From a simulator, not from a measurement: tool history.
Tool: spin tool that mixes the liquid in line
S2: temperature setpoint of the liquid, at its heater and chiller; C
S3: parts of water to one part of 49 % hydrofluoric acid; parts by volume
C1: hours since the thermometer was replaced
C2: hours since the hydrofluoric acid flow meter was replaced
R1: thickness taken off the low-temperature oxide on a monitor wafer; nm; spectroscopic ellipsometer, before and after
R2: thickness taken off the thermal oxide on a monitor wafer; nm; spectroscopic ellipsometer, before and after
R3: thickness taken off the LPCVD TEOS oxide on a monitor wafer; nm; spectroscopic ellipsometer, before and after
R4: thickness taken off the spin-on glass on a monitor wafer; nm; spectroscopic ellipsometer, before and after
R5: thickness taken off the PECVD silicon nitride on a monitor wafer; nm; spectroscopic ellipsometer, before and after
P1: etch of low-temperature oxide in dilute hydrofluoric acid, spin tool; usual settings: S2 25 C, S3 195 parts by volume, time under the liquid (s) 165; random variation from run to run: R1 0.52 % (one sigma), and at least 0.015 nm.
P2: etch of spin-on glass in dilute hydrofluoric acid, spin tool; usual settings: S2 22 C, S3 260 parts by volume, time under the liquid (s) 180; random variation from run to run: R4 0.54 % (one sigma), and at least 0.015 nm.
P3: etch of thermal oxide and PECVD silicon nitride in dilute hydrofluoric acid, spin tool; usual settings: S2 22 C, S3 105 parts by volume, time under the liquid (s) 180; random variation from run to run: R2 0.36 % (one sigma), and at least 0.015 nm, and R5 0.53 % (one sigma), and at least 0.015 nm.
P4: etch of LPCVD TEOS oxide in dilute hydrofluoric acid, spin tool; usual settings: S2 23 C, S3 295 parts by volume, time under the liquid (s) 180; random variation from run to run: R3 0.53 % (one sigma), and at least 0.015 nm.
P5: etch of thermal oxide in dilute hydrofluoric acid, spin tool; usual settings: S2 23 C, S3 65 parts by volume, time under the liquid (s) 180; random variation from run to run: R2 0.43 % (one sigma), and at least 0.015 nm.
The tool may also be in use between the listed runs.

{"run": 1, "hour": 8.1, "process that ran": "P1", "S2": 25, "S3": 195, "time under the liquid (s)": 165, "C1": 570.2, "C2": 995.5, "R1": 28.122}
{"run": 2, "hour": 23.2, "process that ran": "P1", "S2": 25, "S3": 100, "time under the liquid (s)": 165, "C1": 585.3, "C2": 1010.6, "R1": 61.283}
{"run": 3, "hour": 31.1, "process that ran": "P5", "S2": 23, "S3": 65, "time under the liquid (s)": 15, "C1": 593.2, "C2": 1018.5, "R2": 1.0057}
{"run": 4, "hour": 40.8, "process that ran": "P1", "S2": 25, "S3": 195, "time under the liquid (s)": 95, "C1": 602.9, "C2": 1028.2, "R1": 16.058}
{"run": 5, "hour": 50.0, "process that ran": "P5", "S2": 30, "S3": 65, "time under the liquid (s)": 180, "C1": 612.1, "C2": 1037.4, "R2": 16.284}
{"run": 6, "hour": 62.6, "process that ran": "P4", "S2": 23, "S3": 180, "time under the liquid (s)": 180, "C1": 624.7, "C2": 1050, "R3": 14.972}
{"hour": 67.6, "done": "thermometer replaced"}
{"run": 7, "hour": 76.5, "process that ran": "P1", "S2": 25, "S3": 195, "time under the liquid (s)": 165, "C1": 8.9, "C2": 1063.9, "R1": 27.876}
{"run": 8, "hour": 89.4, "process that ran": "P2", "S2": 22, "S3": 85, "time under the liquid (s)": 180, "C1": 21.8, "C2": 1076.8, "R4": 92.55}
{"run": 9, "hour": 102.4, "process that ran": "P1", "S2": 25, "S3": 195, "time under the liquid (s)": 165, "C1": 34.8, "C2": 1089.8, "R1": 27.971}
{"run": 10, "hour": 114.7, "process that ran": "P5", "S2": 23, "S3": 65, "time under the liquid (s)": 180, "C1": 47.1, "C2": 1102.1, "R2": 12.318}
{"run": 11, "hour": 128.9, "process that ran": "P1", "S2": 17.5, "S3": 195, "time under the liquid (s)": 165, "C1": 61.3, "C2": 1116.3, "R1": 21.179}
{"run": 12, "hour": 145.9, "process that ran": "P3", "S2": 17, "S3": 105, "time under the liquid (s)": 180, "C1": 78.3, "C2": 1133.3, "R2": 5.6784, "R5": 2.8293}
{"run": 13, "hour": 154.7, "process that ran": "P1", "S2": 21, "S3": 195, "time under the liquid (s)": 65, "C1": 87.1, "C2": 1142.1, "R1": 9.4812}
{"run": 14, "hour": 165.7, "process that ran": "P1", "S2": 25, "S3": 195, "time under the liquid (s)": 165, "C1": 98.1, "C2": 1153.1, "R1": 27.953}
{"run": 15, "hour": 178.7, "process that ran": "P3", "S2": 22, "S3": 105, "time under the liquid (s)": 360, "C1": 111.1, "C2": 1166.1, "R2": 13.901, "R5": 7.9647}
{"run": 16, "hour": 186.1, "process that ran": "P2", "S2": 18, "S3": 260, "time under the liquid (s)": 180, "C1": 118.5, "C2": 1173.5, "R4": 21.794}
{"run": 17, "hour": 194.4, "process that ran": "P3", "S2": 22, "S3": 105, "time under the liquid (s)": 180, "C1": 126.8, "C2": 1181.8, "R2": 6.967, "R5": 3.9718}
{"run": 18, "hour": 209.0, "process that ran": "P2", "S2": 22, "S3": 260, "time under the liquid (s)": 20, "C1": 141.4, "C2": 1196.4, "R4": 2.8455}
{"run": 19, "hour": 218.3, "process that ran": "P3", "S2": 22, "S3": 105, "time under the liquid (s)": 180, "C1": 150.7, "C2": 1205.7, "R2": 7.0313, "R5": 4.0282}
{"run": 20, "hour": 234.8, "process that ran": "P4", "S2": 17, "S3": 295, "time under the liquid (s)": 180, "C1": 167.2, "C2": 1222.2, "R3": 6.525}
{"run": 21, "hour": 251.7, "process that ran": "P4", "S2": 23, "S3": 295, "time under the liquid (s)": 180, "C1": 184.1, "C2": 1239.1, "R3": 8.0641}
{"run": 22, "hour": 263.0, "process that ran": "P2", "S2": 22, "S3": 260, "time under the liquid (s)": 180, "C1": 195.4, "C2": 1250.4, "R4": 25.373}
{"run": 23, "hour": 275.1, "process that ran": "P5", "S2": 23, "S3": 65, "time under the liquid (s)": 180, "C1": 207.5, "C2": 1262.5, "R2": 12.245}
{"run": 24, "hour": 288.0, "process that ran": "P1", "S2": 25, "S3": 310, "time under the liquid (s)": 165, "C1": 220.4, "C2": 1275.4, "R1": 15.651}
{"run": 25, "hour": 297.8, "process that ran": "P1", "S2": 30.5, "S3": 195, "time under the liquid (s)": 165, "C1": 230.2, "C2": 1285.2, "R1": 33.753}
{"run": 26, "hour": 310.1, "process that ran": "P5", "S2": 23, "S3": 25, "time under the liquid (s)": 180, "C1": 242.5, "C2": 1297.5, "R2": 34.036}
{"run": 27, "hour": 326.6, "process that ran": "P3", "S2": 22, "S3": 25, "time under the liquid (s)": 180, "C1": 259, "C2": 1314, "R2": 32.239, "R5": 16.133}
{"run": 28, "hour": 340.1, "process that ran": "P1", "S2": 25, "S3": 195, "time under the liquid (s)": 165, "C1": 272.5, "C2": 1327.5, "R1": 28.098}
{"run": 29, "hour": 353.2, "process that ran": "P1", "S2": 25, "S3": 90, "time under the liquid (s)": 95, "C1": 285.6, "C2": 1340.6, "R1": 39.229}
{"run": 30, "hour": 368.3, "process that ran": "P1", "S2": 25, "S3": 195, "time under the liquid (s)": 240, "C1": 300.7, "C2": 1355.7, "R1": 40.627}
{"run": 31, "hour": 384.0, "process that ran": "P4", "S2": 23, "S3": 295, "time under the liquid (s)": 40, "C1": 316.4, "C2": 1371.4, "R3": 1.8261}
{"run": 32, "hour": 398.9, "process that ran": "P1", "S2": 25, "S3": 195, "time under the liquid (s)": 165, "C1": 331.3, "C2": 1386.3, "R1": 27.95}
{"run": 33, "hour": 415.6, "process that ran": "P1", "S2": 25, "S3": 195, "time under the liquid (s)": 165, "C1": 348, "C2": 1403, "R1": 27.984}
{"run": 34, "hour": 427.4, "process that ran": "P1", "S2": 25, "S3": 195, "time under the liquid (s)": 165, "C1": 359.8, "C2": 1414.8, "R1": 27.281}
{"run": 35, "hour": 438.6, "process that ran": "P1", "S2": 25, "S3": 195, "time under the liquid (s)": 165, "C1": 371, "C2": 1426, "R1": 26.822}
{"run": 36, "hour": 447.7, "process that ran": "P1", "S2": 25, "S3": 195, "time under the liquid (s)": 165, "C1": 380.1, "C2": 1435.1, "R1": 26.745}
{"run": 37, "hour": 463.6, "process that ran": "P1", "S2": 25, "S3": 195, "time under the liquid (s)": 165, "C1": 396, "C2": 1451, "R1": 26.343}
{"run": 38, "hour": 476.1, "process that ran": "P1", "S2": 25, "S3": 195, "time under the liquid (s)": 165, "C1": 408.5, "C2": 1463.5, "R1": 26.319}
{"run": 39, "hour": 484.5, "process that ran": "P1", "S2": 25, "S3": 195, "time under the liquid (s)": 165, "C1": 416.9, "C2": 1471.9, "R1": 26.425}
{"run": 40, "hour": 494.7, "process that ran": "P1", "S2": 25, "S3": 195, "time under the liquid (s)": 165, "C1": 427.1, "C2": 1482.1, "R1": 26.073}
{"run": 41, "hour": 507.5, "process that ran": "P1", "S2": 25, "S3": 195, "time under the liquid (s)": 165, "C1": 439.9, "C2": 1494.9, "R1": 26.074}
{"run": 42, "hour": 522.1, "process that ran": "P1", "S2": 25, "S3": 195, "time under the liquid (s)": 165, "C1": 454.5, "C2": 1509.5, "R1": 26.101}
{"run": 43, "hour": 537.4, "process that ran": "P1", "S2": 25, "S3": 195, "time under the liquid (s)": 165, "C1": 469.8, "C2": 1524.8, "R1": 25.89}

What P1 gives has crept away from where it was. These 2 causes fit the log equally well, each at the size given:
A: hydrofluoric acid flow below the setpoint (%) = 5.86
B: liquid colder than its thermometer reads (K) = 1.99
The creep began at about hour 415.6.

4 check runs are offered, one wafer each, their results left as question marks. Which one tells the causes apart?
{"run": "check 1", "hour": 552.7, "process that ran": "P3", "S2": 17.5, "S3": 105, "time under the liquid (s)": 180, "R2": "?", "R5": "?"}
{"run": "check 2", "hour": 552.7, "process that ran": "P5", "S2": 30, "S3": 65, "time under the liquid (s)": 75, "R2": "?"}
{"run": "check 3", "hour": 552.7, "process that ran": "P4", "S2": 23, "S3": 295, "time under the liquid (s)": 115, "R3": "?"}
{"run": "check 4", "hour": 552.7, "process that ran": "P2", "S2": 22, "S3": 260, "time under the liquid (s)": 95, "R4": "?"}

What each check would give under each cause:
check=check_1 result=R2 if_A=5.4346 if_B=5.3438
check=check_1 result=R5 if_A=2.7677 if_B=2.5534
check=check_2 result=R2 if_A=6.3454 if_B=6.2751
check=check_3 result=R3 if_A=4.8301 if_B=4.8627
check=check_4 result=R4 if_A=12.41 if_B=12.441
How far apart the two closest causes lie, in the result that separates them most: check 1 8.06 %; check 2 1.11 %; check 3 0.67 %; check 4 0.25 %
Only check 1 tells the causes apart: in the others they would give nearly the same result.

Then check 1 was run and gave: R2 5.3647 nm; R5 2.5465 nm. Which cause is it?

It is B: liquid colder than its thermometer reads (K).

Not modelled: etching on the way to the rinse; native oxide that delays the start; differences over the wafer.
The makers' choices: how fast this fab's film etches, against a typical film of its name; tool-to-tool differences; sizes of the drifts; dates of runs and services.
